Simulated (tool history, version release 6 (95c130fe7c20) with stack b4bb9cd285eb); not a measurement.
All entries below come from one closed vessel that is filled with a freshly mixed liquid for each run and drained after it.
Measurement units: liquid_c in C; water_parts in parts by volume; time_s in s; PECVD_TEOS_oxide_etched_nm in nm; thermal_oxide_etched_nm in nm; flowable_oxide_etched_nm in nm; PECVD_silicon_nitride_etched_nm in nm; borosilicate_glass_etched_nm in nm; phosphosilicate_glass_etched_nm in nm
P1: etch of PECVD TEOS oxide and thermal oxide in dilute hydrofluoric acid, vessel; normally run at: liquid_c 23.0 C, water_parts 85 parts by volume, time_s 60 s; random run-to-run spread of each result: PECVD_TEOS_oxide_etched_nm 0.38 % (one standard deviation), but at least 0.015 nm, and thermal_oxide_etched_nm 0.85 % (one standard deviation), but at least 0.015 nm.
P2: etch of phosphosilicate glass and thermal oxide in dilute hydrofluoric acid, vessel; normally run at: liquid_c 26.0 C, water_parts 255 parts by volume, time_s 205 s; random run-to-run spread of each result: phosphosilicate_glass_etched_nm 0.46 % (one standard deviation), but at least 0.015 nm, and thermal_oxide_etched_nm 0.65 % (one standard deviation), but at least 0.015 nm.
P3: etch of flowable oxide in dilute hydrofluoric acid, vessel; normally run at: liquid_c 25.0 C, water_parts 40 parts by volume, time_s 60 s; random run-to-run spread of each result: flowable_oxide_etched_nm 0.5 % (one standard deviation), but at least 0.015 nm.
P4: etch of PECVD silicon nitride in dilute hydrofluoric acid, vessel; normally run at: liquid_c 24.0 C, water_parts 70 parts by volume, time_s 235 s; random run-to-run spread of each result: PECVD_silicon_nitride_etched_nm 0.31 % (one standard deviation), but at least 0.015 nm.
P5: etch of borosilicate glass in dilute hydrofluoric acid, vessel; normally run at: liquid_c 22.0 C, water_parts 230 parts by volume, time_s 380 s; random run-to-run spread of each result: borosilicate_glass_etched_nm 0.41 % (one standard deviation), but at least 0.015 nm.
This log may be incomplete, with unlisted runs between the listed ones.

run	day	process	liquid_c	water_parts	time_s	hours since the thermometer was replaced	hours since the hydrofluoric acid flow meter was replaced	PECVD_TEOS_oxide_etched_nm	thermal_oxide_etched_nm	flowable_oxide_etched_nm	PECVD_silicon_nitride_etched_nm	borosilicate_glass_etched_nm	phosphosilicate_glass_etched_nm
1	0.138	P1	23.0	85	60	131.4	129.2	14.6820	3.1062				
2	0.221	P3	25.0	40	60	133.4	131.2			64.738			
3	0.329	P4	29.0	70	235	136.0	133.8				19.448		
4	0.454	P1	23.0	85	60	139.0	136.8	14.6570	3.0765				
5	0.608	P1	28.0	85	60	142.7	140.5	17.8380	3.7556				
6	0.750	P3	25.0	40	60	146.1	143.9			64.514			
7	0.854	P3	25.0	20	60	148.6	146.4			133.100			
8	0.992	P1	18.0	85	60	151.9	149.7	11.9130	2.5112				
9	1.071	P5	22.0	230	380	153.8	151.6					36.2850	
10	1.150	P1	23.0	85	105	155.7	153.5	25.7040	5.4667				
11	1.296	P2	26.0	255	205	159.2	157.0		3.4429				44.523
12	1.450	P2	20.0	255	205	162.9	160.7		2.7359				35.967
13	1.600	P2	26.0	255	325	166.5	164.3		5.3385				70.300
14	1.729	P2	26.0	255	205	169.6	167.4		3.3673				44.360
15	1.817	P5	22.0	330	380	171.7	169.5					22.8340	
16	1.925	P1	23.0	35	60	174.3	172.1	37.9770	8.0141				
17	2.046	P3	25.0	40	35	177.2	175.0			37.519			
18	2.221	P5	22.0	230	30	181.4	179.2					2.8466	
19	2.304	P1	23.0	145	60	183.4	181.2	7.9376	1.6801				
20	2.475	P4	24.0	70	440	187.5	185.3				26.325		
21	2.567	P3	18.5	40	60	189.7	187.5			49.202			
22	2.662	P1	23.0	85	60	192.0	189.8	14.7070	3.0725				
23	2.812	P5	22.0	230	380	195.6	193.4					36.0850	
24	2.921	P4	24.0	70	235	198.2	196.0				14.063		
25	3.088	P1	23.0	85	30	202.2	200.0	7.3267	1.5460				

The next listed run, before its measurement:
26	3.229	P5	17.0	230	380	205.6	203.4					?	

Run 26 produced borosilicate_glass_etched_nm 29.7480 nm.
